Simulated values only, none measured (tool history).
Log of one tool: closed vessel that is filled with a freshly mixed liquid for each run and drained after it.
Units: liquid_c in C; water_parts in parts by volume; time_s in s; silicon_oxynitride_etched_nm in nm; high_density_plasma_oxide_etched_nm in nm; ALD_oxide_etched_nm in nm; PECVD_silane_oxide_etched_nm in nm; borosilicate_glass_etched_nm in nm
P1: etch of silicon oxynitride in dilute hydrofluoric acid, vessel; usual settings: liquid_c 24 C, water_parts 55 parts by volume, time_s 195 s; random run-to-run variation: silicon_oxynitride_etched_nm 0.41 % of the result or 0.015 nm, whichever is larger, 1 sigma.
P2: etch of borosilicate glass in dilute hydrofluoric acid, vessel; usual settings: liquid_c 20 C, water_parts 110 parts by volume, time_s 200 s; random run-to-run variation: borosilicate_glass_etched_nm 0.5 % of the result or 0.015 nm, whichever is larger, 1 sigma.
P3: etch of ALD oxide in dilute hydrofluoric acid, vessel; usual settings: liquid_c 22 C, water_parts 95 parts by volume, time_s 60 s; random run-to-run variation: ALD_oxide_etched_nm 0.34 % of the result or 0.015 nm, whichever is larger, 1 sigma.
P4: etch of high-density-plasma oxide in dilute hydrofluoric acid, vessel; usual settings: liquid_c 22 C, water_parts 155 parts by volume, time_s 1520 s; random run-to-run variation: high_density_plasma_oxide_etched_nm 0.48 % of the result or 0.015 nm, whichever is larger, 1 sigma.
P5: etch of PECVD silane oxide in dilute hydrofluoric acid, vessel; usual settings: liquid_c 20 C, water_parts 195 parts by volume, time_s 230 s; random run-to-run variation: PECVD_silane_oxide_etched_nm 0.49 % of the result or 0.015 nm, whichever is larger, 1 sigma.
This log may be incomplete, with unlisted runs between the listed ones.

run	hour	process	liquid_c	water_parts	time_s	hours since the thermometer was replaced	hours since the hydrofluoric acid flow meter was replaced	silicon_oxynitride_etched_nm	high_density_plasma_oxide_etched_nm	ALD_oxide_etched_nm	PECVD_silane_oxide_etched_nm	borosilicate_glass_etched_nm
1	13.8	P1	24	55	195	1283	756.5	12.289				
2	23.6	P4	17	155	1520	1292.8	766.3		34.562			
3	30	P3	22	20	60	1299.2	772.7			39.862		
4	43.2	P1	24	55	60	1312.4	785.9	3.7673				
5	54.8	P5	20	195	230	1324	797.5				16.756	
6	66	P1	17	55	195	1335.2	808.7	8.5479				
7	72.1	P1	24	25	195	1341.3	814.8	27.385				
8	85.9	P4	22	155	1520	1355.1	828.6		42.293			
9	97	P1	30	55	195	1366.2	839.7	16.127				
10	108	P1	27.5	20	195	1377.2	850.7	40.355				
11	117.7	P3	22	95	30	1386.9	860.4			3.8356		
12	124.1	P5	28	195	230	1393.3	866.8				22.568	
13	135.2	P5	20	195	465	1404.4	877.9				33.961	
14	146.3	P1	24	55	195	1415.5	889	12.069				
15	153.4	P5	20	195	230	1422.6	896.1				16.532	
16	163.8	P1	24	55	195	1433	906.5	12.103				
17	175.9	P1	24	55	375	1445.1	918.6	23.312				
18	186.8	P1	24	90	195	1456	929.5	7.2594				
19	196.6	P2	20	110	200	1465.8	939.3					47.501
20	203.4	P4	22	155	2865	1472.6	946.1		80.425			
21	216.9	P4	22	25	1520	1486.1	959.6		306.95			
22	223.3	P5	20	75	230	1492.5	966				49.475	
23	233.8	P2	20	35	200	1503	976.5					161.39
24	240.2	P3	22	95	60	1509.4	982.9			7.6868		
25	249.7	P2	20	110	200	1518.9	992.4					47.027
26	256.2	P3	17	95	60	1525.4	998.9			6.2035		
27	264	P2	24.5	110	200	1533.2	1006.7					56.423
28	277.8	P1	24	55	195	1547	1020.5	12.119				
29	288.4	P2	20	110	40	1557.6	1031.1					9.3314
30	298.2	P1	24	55	195	1567.4	1040.9	12.221				
31	307.7	P1	24	55	195	1576.9	1050.4	12.007				
32	316.7	P1	24	55	195	1585.9	1059.4	11.755				

Run 33 is up next; what results do you expect?
33	329.4	P1	24	55	195	1598.6	1072.1	?				

Run 33 produced silicon_oxynitride_etched_nm 11.45 nm.
